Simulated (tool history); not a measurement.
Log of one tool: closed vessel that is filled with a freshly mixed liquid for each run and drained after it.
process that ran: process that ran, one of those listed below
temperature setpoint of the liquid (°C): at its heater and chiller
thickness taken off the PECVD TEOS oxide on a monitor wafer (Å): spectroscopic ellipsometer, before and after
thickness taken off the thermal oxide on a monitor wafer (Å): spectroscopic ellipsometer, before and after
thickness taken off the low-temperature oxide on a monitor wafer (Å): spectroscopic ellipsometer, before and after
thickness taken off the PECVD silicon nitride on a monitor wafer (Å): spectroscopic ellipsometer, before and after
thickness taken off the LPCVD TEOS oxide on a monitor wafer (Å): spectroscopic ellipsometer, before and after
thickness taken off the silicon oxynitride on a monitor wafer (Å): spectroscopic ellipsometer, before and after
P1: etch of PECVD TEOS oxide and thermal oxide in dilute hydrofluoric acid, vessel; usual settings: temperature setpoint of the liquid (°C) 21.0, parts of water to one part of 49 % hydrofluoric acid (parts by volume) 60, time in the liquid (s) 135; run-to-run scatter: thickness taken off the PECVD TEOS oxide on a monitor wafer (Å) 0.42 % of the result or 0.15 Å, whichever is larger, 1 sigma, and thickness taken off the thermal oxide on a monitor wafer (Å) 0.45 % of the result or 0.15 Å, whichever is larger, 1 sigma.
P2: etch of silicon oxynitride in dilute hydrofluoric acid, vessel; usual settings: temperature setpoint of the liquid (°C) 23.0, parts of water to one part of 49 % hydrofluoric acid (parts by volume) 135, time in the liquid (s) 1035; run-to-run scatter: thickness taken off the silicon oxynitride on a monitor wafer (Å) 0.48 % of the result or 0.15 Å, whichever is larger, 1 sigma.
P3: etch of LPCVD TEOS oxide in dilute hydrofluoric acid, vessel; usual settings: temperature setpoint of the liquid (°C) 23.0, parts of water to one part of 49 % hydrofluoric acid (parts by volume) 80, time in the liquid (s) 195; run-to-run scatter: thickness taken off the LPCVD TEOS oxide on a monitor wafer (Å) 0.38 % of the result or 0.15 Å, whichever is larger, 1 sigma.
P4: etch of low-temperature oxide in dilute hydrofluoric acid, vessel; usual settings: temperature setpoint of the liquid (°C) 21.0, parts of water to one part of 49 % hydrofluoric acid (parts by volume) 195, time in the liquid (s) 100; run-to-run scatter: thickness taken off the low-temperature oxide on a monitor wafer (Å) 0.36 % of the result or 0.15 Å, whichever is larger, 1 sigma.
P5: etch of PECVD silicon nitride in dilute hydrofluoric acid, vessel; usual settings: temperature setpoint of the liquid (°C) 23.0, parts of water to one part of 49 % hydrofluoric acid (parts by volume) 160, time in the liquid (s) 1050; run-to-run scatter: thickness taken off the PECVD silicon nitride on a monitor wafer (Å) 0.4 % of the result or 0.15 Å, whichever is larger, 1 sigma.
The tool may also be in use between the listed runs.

run   hour  process that ran  temperature setpoint of the liquid (°C)  parts of water to one part of 49 % hydrofluoric acid (parts by volume)  time in the liquid (s)  hours since the thermometer was replaced  hours since the hydrofluoric acid flow meter was replaced  thickness taken off the PECVD TEOS oxide on a monitor wafer (Å)  thickness taken off the thermal oxide on a monitor wafer (Å)  thickness taken off the low-temperature oxide on a monitor wafer (Å)  thickness taken off the PECVD silicon nitride on a monitor wafer (Å)  thickness taken off the LPCVD TEOS oxide on a monitor wafer (Å)  thickness taken off the silicon oxynitride on a monitor wafer (Å)
  1   15.8                P1                                     21.0                                                                      60                     135                                    1757.5                                                     1347.0                                                          176.230                                                        96.311
  2   24.0                P1                                     21.0                                                                      60                     135                                    1765.7                                                     1355.2                                                          174.600                                                        96.655
  3   37.7                P1                                     21.0                                                                      40                      40                                    1779.4                                                     1368.9                                                           80.663                                                        43.936
  4   53.5                P4                                     21.0                                                                     195                     100                                    1795.2                                                     1384.7                                                                                                                                                                                               88.881
  5   69.3                P5                                     23.0                                                                     290                    1050                                    1811.0                                                     1400.5                                                                                                                                                                                                                                                                     89.047
  6   78.6                P4                                     21.0                                                                     195                      50                                    1820.3                                                     1409.8                                                                                                                                                                                               44.502
  7   92.0                P3                                     18.5                                                                      80                     195                                    1833.7                                                     1423.2                                                                                                                                                                                                                                                                                                                                     414.470
  8  101.8                P4                                     21.0                                                                      45                     100                                    1843.5                                                     1433.0                                                                                                                                                                                              456.820
  9  116.0                P2                                     23.0                                                                     135                    1035                                    1857.7                                                     1447.2                                                                                                                                                                                                                                                                                                                                                                                                        156.880
 10  126.7                P1                                     21.0                                                                      60                     135                                    1868.4                                                     1457.9                                                          173.470                                                        96.104
 11  143.8                P1                                     21.0                                                                     105                     135                                    1885.5                                                     1475.0                                                           95.092                                                        51.822
 12  156.9                P3                                     23.0                                                                      35                     195                                    1898.6                                                     1488.1                                                                                                                                                                                                                                                                                                                                    1211.600
 13  169.4                P5                                     23.0                                                                     160                     470                                    1911.1                                                     1500.6                                                                                                                                                                                                                                                                     72.131
 14  179.3                P1                                     21.0                                                                      60                     135                                    1921.0                                                     1510.5                                                          174.610                                                        96.351
 15  196.2                P2                                     23.0                                                                     135                     345                                    1937.9                                                     1527.4                                                                                                                                                                                                                                                                                                                                                                                                         51.827
 16  205.0                P1                                     21.0                                                                      60                     135                                    1946.7                                                     1536.2                                                          174.610                                                        95.631
 17  220.3                P1                                     21.0                                                                      60                     260                                    1962.0                                                     1551.5                                                          333.930                                                       184.760
 18  232.5                P1                                     21.0                                                                      60                      40                                    1974.2                                                     1563.7                                                           51.950                                                        28.491
 19  245.5                P3                                     23.0                                                                      80                     195                                    1987.2                                                     1576.7                                                                                                                                                                                                                                                                                                                                     498.250
 20  256.5                P1                                     17.0                                                                      60                     135                                    1998.2                                                     1587.7                                                          146.730                                                        81.329
 21  272.9                P3                                     23.0                                                                      80                      30                                    2014.6                                                     1604.1                                                                                                                                                                                                                                                                                                                                      77.415
 22  282.9                P1                                     21.0                                                                      30                     135                                    2024.6                                                     1614.1                                                          360.890                                                       200.260
 23  297.3                P2                                     28.0                                                                     135                    1035                                    2039.0                                                     1628.5                                                                                                                                                                                                                                                                                                                                                                                                        195.990
 24  313.3                P5                                     23.0                                                                     160                    1050                                    2055.0                                                     1644.5                                                                                                                                                                                                                                                                    161.430
 25  326.8                P4                                     17.0                                                                     195                     100                                    2068.5                                                     1658.0                                                                                                                                                                                               75.922
 26  336.0                P1                                     21.0                                                                      60                     135                                    2077.7                                                     1667.2                                                          174.320                                                        96.663
 27  345.8                P2                                     23.0                                                                     135                    1035                                    2087.5                                                     1677.0                                                                                                                                                                                                                                                                                                                                                                                                        156.410
 28  358.1                P5                                     29.0                                                                     160                    1050                                    2099.8                                                     1689.3                                                                                                                                                                                                                                                                    235.750
 29  373.7                P4                                     21.0                                                                     195                     100                                    2115.4                                                     1704.9                                                                                                                                                                                               89.043
 30  386.0                P2                                     23.0                                                                      25                    1035                                    2127.7                                                     1717.2                                                                                                                                                                                                                                                                                                                                                                                                        913.120
 31  398.7                P1                                     29.0                                                                      60                     135                                    2140.4                                                     1729.9                                                          243.310                                                       132.150
 32  409.1                P1                                     21.0                                                                      60                     135                                    2150.8                                                     1740.3                                                          174.490                                                        96.307
 33  423.2                P1                                     21.0                                                                      60                     135                                    2164.9                                                     1754.4                                                          182.120                                                        99.749
 34  434.6                P1                                     21.0                                                                      60                     135                                    2176.3                                                     1765.8                                                          184.450                                                       102.730
 35  449.0                P1                                     21.0                                                                      60                     135                                    2190.7                                                     1780.2                                                          188.160                                                       103.250
 36  465.7                P1                                     21.0                                                                      60                     135                                    2207.4                                                     1796.9                                                          188.810                                                       104.670
 37  482.2                P1                                     21.0                                                                      60                     135                                    2223.9                                                     1813.4                                                          190.260                                                       105.320
 38  490.7                P1                                     21.0                                                                      60                     135                                    2232.4                                                     1821.9                                                          192.250                                                       105.530
 39  506.2                P1                                     21.0                                                                      60                     135                                    2247.9                                                     1837.4                                                          192.860                                                       106.210
 40  515.5                P1                                     21.0                                                                      60                     135                                    2257.2                                                     1846.7                                                          192.270                                                       106.250
 41  524.8                P1                                     21.0                                                                      60                     135                                    2266.5                                                     1856.0                                                          192.460                                                       106.250
 42  538.6                P1                                     21.0                                                                      60                     135                                    2280.3                                                     1869.8                                                          192.070                                                       106.240

What P1 gives has crept away from where it was. These 2 causes fit the log equally well, each at the size given:
A: liquid hotter than its thermometer reads (K) = 2.36
B: hydrofluoric acid flow above the setpoint (%) = 9.56
The creep began at about hour 409.1.

4 check runs are offered, one wafer each, their results left as question marks. Which one tells the causes apart?
check 1  552.4                P5                                     28.5                                                                     230                    1050                                                                                                                                                                                                                                                                                                                                                                               ?
check 2  552.4                P3                                     23.0                                                                      80                      35                                                                                                                                                                                                                                                                                                                                                                                                                                                ?
check 3  552.4                P2                                     27.0                                                                     135                     655                                                                                                                                                                                                                                                                                                                                                                                                                                                                                                                   ?
check 4  552.4                P4                                     17.0                                                                      95                     100                                                                                                                                                                                                                                                                                                         ?

What each check would give under each cause:
  check                                                                result     if A     if B
check 1  thickness taken off the PECVD silicon nitride on a monitor wafer (Å)  181.530  173.160
check 2       thickness taken off the LPCVD TEOS oxide on a monitor wafer (Å)   98.613   99.130
check 3     thickness taken off the silicon oxynitride on a monitor wafer (Å)  131.840  131.420
check 4  thickness taken off the low-temperature oxide on a monitor wafer (Å)  190.330  190.560
How far apart the two closest causes lie, in the result that separates them most: check 1 4.72 %; check 2 0.52 %; check 3 0.32 %; check 4 0.12 %
Check 1 tells the causes apart: in the others they would give nearly the same result.

Then check 1 was run and gave: thickness taken off the PECVD silicon nitride on a monitor wafer (Å) 172.200. Which cause is it?

It is B: hydrofluoric acid flow above the setpoint (%).
